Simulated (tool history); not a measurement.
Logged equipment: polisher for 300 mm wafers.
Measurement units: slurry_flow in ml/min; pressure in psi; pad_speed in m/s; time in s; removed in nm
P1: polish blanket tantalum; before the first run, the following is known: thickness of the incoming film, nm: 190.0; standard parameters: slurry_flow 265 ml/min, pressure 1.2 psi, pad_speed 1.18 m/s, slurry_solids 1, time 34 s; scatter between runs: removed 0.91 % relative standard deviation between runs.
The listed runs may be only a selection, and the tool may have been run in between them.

run 1 hour=5.7 | slurry_flow=265 pressure=1.2 pad_speed=1.18 slurry_solids=1 time=34 | removed=38.829
run 2 hour=10.6 | slurry_flow=265 pressure=1.2 pad_speed=1.18 slurry_solids=1 time=34 | removed=38.238
run 3 hour=14.2 | slurry_flow=265 pressure=1.2 pad_speed=1.18 slurry_solids=1 time=34 | removed=39.247
run 4 hour=21.5 | slurry_flow=265 pressure=1.2 pad_speed=1.18 slurry_solids=1 time=20 | removed=23.12
run 5 hour=27.9 | slurry_flow=175 pressure=1.2 pad_speed=1.18 slurry_solids=1 time=34 | removed=36.347
run 6 hour=35.7 | slurry_flow=265 pressure=1.2 pad_speed=1.18 slurry_solids=1.35 time=34 | removed=41.357
run 7 hour=42.9 | slurry_flow=265 pressure=1.6 pad_speed=1.18 slurry_solids=1 time=34 | removed=51.606
run 8 hour=50 | slurry_flow=185 pressure=1.2 pad_speed=1.54 slurry_solids=1 time=34 | removed=47.799
run 9 hour=58.3 | slurry_flow=265 pressure=1.5 pad_speed=1.74 slurry_solids=1 time=34 | removed=70.356
run 10 hour=65.9 | slurry_flow=265 pressure=1.2 pad_speed=1.18 slurry_solids=1 time=50 | removed=55.869
-- hour=70.4 slurry nozzle cleaned
run 11 hour=73.8 | slurry_flow=265 pressure=1.2 pad_speed=1.18 slurry_solids=0.6 time=34 | removed=32.317
run 12 hour=79 | slurry_flow=180 pressure=1.2 pad_speed=1.58 slurry_solids=1 time=34 | removed=49.049
run 13 hour=84.5 | slurry_flow=265 pressure=1.2 pad_speed=1.18 slurry_solids=1 time=34 | removed=38.021
run 14 hour=92 | slurry_flow=265 pressure=1.2 pad_speed=1.52 slurry_solids=1 time=34 | removed=49.921
run 15 hour=97.4 | slurry_flow=265 pressure=0.6 pad_speed=1.18 slurry_solids=1 time=34 | removed=19.213
run 16 hour=103 | slurry_flow=265 pressure=1.2 pad_speed=0.86 slurry_solids=1 time=34 | removed=27.786
run 17 hour=109.8 | slurry_flow=425 pressure=1.2 pad_speed=1.18 slurry_solids=1 time=34 | removed=40.328
run 18 hour=117.6 | slurry_flow=265 pressure=1.2 pad_speed=1.18 slurry_solids=1 time=34 | removed=38.659
run 19 hour=121.8 | slurry_flow=265 pressure=1.2 pad_speed=1.18 slurry_solids=1 time=34 | removed=37.573
run 20 hour=129.3 | slurry_flow=265 pressure=1.2 pad_speed=1.18 slurry_solids=1 time=34 | removed=35.026
-- hour=131.5 slurry nozzle cleaned
run 21 hour=134.4 | slurry_flow=265 pressure=1.2 pad_speed=1.18 slurry_solids=1 time=34 | removed=35.218
-- hour=135 worn pad replaced by a new one
run 22 hour=138.5 | slurry_flow=265 pressure=1.2 pad_speed=1.18 slurry_solids=1 time=34 | removed=35.398
run 23 hour=146 | slurry_flow=265 pressure=1.2 pad_speed=1.18 slurry_solids=1 time=34 | removed=34.713
run 24 hour=153.1 | slurry_flow=265 pressure=1.2 pad_speed=1.18 slurry_solids=1 time=34 | removed=34.859

Something has made what P1 gives creep away from where it was; the 2 causes below, each at its own stated size, fit the log equally well:
A: head's pressure below its setpoint, % = 9.76
B: abrasive missing from the slurry, % = 27.5
The process output started creeping at around hour 117.6.
Excluded causes, each with its reason:
removal rate lost through wear of the pad, %: serviced at hour 135, after the drift had started, without restoring the earlier output
slurry flow missing at the pad, %: serviced at hour 131.5, after the drift had started, without restoring the earlier output

Of the 4 check runs below, each run on 3 wafers with the results averaged and each result still a question mark, which one would tell the listed causes apart?
run check 1 hour=160.2 | slurry_flow=175 pressure=1.2 pad_speed=1.18 slurry_solids=1 time=34 | removed=?
run check 2 hour=160.2 | slurry_flow=265 pressure=1.2 pad_speed=1.18 slurry_solids=0.6 time=20 | removed=?
run check 3 hour=160.2 | slurry_flow=265 pressure=1.6 pad_speed=1.18 slurry_solids=1 time=25 | removed=?
run check 4 hour=160.2 | slurry_flow=265 pressure=1.2 pad_speed=1.52 slurry_solids=1 time=49 | removed=?

Check results expected under each cause:
check=check_1 result=removed if_A=33 if_B=32.993
check=check_2 result=removed if_A=17.168 if_B=16.519
check=check_3 result=removed if_A=34.064 if_B=34.057
check=check_4 result=removed if_A=64.502 if_B=64.489
Gap, in per cent, between the two causes that each check separates least, read from the result that separates them most: check 1 0.02 %; check 2 3.86 %; check 3 0.02 %; check 4 0.02 %
Check 2 distinguishes between the causes, while the remaining checks would return nearly the same result for all of them.

Check 2 has now been run. It gave: removed 17.25 nm. Which of the candidate causes is it?

The cause is A: head's pressure below its setpoint, %.
